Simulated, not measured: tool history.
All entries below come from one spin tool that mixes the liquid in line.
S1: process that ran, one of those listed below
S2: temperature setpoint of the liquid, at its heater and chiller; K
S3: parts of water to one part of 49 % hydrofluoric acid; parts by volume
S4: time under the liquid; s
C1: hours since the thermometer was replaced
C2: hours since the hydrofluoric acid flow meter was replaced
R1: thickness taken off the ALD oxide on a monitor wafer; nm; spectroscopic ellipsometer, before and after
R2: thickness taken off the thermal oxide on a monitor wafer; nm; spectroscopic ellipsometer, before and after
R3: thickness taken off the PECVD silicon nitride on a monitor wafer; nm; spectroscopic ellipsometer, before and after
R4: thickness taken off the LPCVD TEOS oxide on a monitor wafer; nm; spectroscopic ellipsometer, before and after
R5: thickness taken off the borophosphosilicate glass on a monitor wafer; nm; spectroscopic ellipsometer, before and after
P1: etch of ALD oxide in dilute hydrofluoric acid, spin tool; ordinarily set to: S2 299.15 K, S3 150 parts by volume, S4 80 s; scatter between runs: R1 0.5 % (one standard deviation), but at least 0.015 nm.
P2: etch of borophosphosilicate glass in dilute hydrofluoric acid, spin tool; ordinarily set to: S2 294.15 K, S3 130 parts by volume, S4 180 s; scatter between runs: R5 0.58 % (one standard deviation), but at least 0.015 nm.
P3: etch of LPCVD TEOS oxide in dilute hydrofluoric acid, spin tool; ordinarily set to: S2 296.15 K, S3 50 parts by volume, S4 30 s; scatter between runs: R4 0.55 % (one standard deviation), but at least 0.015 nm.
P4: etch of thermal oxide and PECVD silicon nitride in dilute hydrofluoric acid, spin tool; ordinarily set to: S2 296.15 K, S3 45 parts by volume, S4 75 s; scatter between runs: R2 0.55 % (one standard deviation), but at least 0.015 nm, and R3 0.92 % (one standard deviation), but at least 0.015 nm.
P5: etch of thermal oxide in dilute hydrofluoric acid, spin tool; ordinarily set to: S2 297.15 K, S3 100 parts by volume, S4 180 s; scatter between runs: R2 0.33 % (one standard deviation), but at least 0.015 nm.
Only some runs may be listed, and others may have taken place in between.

| run | hour | S1 | S2 | S3 | S4 | C1 | C2 | R1 | R2 | R3 | R4 | R5 |
|---|---|---|---|---|---|---|---|---|---|---|---|---|
| 1 | 7.9 | P1 | 299.15 | 150 | 80 | 481.8 | 321.9 | 7.5824 |  |  |  |  |
| 2 | 18.1 | P4 | 296.15 | 45 | 75 | 492.0 | 332.1 |  | 7.75070 | 2.6577 |  |  |
| 3 | 28.0 | P1 | 292.65 | 150 | 80 | 501.9 | 342.0 | 5.8449 |  |  |  |  |
| 4 | 38.2 | P4 | 296.15 | 45 | 75 | 512.1 | 352.2 |  | 7.75160 | 2.6711 |  |  |
| 5 | 52.3 | P1 | 306.65 | 150 | 80 | 526.2 | 366.3 | 9.8028 |  |  |  |  |
| 6 | 67.0 | P1 | 292.65 | 150 | 35 | 540.9 | 381.0 | 2.5638 |  |  |  |  |
| 7 | 79.6 | P1 | 299.15 | 150 | 15 | 553.5 | 393.6 | 1.4434 |  |  |  |  |
| 8 | 93.2 | P1 | 304.65 | 95 | 80 | 567.1 | 407.2 | 15.6730 |  |  |  |  |
| 9 | 108.5 | P1 | 299.15 | 150 | 80 | 582.4 | 422.5 | 7.5166 |  |  |  |  |
| 10 | 116.4 | P1 | 299.15 | 150 | 80 | 590.3 | 430.4 | 7.4677 |  |  |  |  |
| 11 | 127.9 | P5 | 297.15 | 180 | 180 | 601.8 | 441.9 |  | 4.13880 |  |  |  |
| 12 | 143.9 | P3 | 296.15 | 80 | 30 | 617.8 | 457.9 |  |  |  | 6.3828 |  |
| 13 | 159.7 | P5 | 297.15 | 100 | 15 | 633.6 | 473.7 |  | 0.69501 |  |  |  |
| 14 | 176.7 | P1 | 299.15 | 245 | 80 | 650.6 | 490.7 | 4.1088 |  |  |  |  |
| 15 | 191.6 | P3 | 296.15 | 50 | 30 | 665.5 | 505.6 |  |  |  | 10.5630 |  |
| 16 | 205.5 | P3 | 296.15 | 50 | 55 | 679.4 | 519.5 |  |  |  | 19.4860 |  |
| 17 | 219.8 | P2 | 290.15 | 130 | 180 | 693.7 | 533.8 |  |  |  |  | 36.264 |
| 18 | 233.6 | P1 | 299.15 | 150 | 80 | 707.5 | 547.6 | 7.5357 |  |  |  |  |
| 19 | 247.1 | P3 | 302.15 | 50 | 30 | 721.0 | 561.1 |  |  |  | 13.4510 |  |
| 20 | 257.2 | P2 | 294.15 | 130 | 180 | 731.1 | 571.2 |  |  |  |  | 42.751 |
| 21 | 266.7 | P5 | 301.65 | 100 | 180 | 740.6 | 580.7 |  | 9.72490 |  |  |  |
| 22 | 275.8 | P2 | 294.15 | 130 | 290 | 749.7 | 589.8 |  |  |  |  | 68.613 |
| 23 | 284.7 | P1 | 299.15 | 150 | 80 | 758.6 | 598.7 | 7.5399 |  |  |  |  |
| 24 | 297.3 | P2 | 294.15 | 190 | 180 | 771.2 | 611.3 |  |  |  |  | 27.530 |
| 25 | 307.4 | P1 | 299.15 | 150 | 120 | 781.3 | 621.4 | 11.2810 |  |  |  |  |
| 26 | 324.9 | P4 | 290.65 | 45 | 75 | 798.8 | 638.9 |  | 6.06300 | 1.7816 |  |  |
| 27 | 333.9 | P4 | 296.15 | 45 | 135 | 807.8 | 647.9 |  | 14.06800 | 4.8645 |  |  |
| 28 | 342.7 | P2 | 294.15 | 130 | 180 | 816.6 | 656.7 |  |  |  |  | 42.359 |
| 29 | 356.8 | P4 | 296.15 | 25 | 75 | 830.7 | 670.8 |  | 14.26100 | 4.6070 |  |  |
| 30 | 364.7 | P5 | 297.15 | 100 | 180 | 838.6 | 678.7 |  | 8.19320 |  |  |  |
| 31 | 372.6 | P1 | 299.15 | 40 | 80 | 846.5 | 686.6 | 32.6220 |  |  |  |  |
| 32 | 390.8 | P1 | 299.15 | 150 | 80 | 864.7 | 704.8 | 7.5720 |  |  |  |  |
| 33 | 400.2 | P1 | 299.15 | 150 | 80 | 874.1 | 714.2 | 7.6403 |  |  |  |  |

Run 34 is up next; what results do you expect?
| 34 | 415.8 | P1 | 299.15 | 150 | 80 | 889.7 | 729.8 | ? |  |  |  |  |

{"run 34": {"R1": 7.8181}}
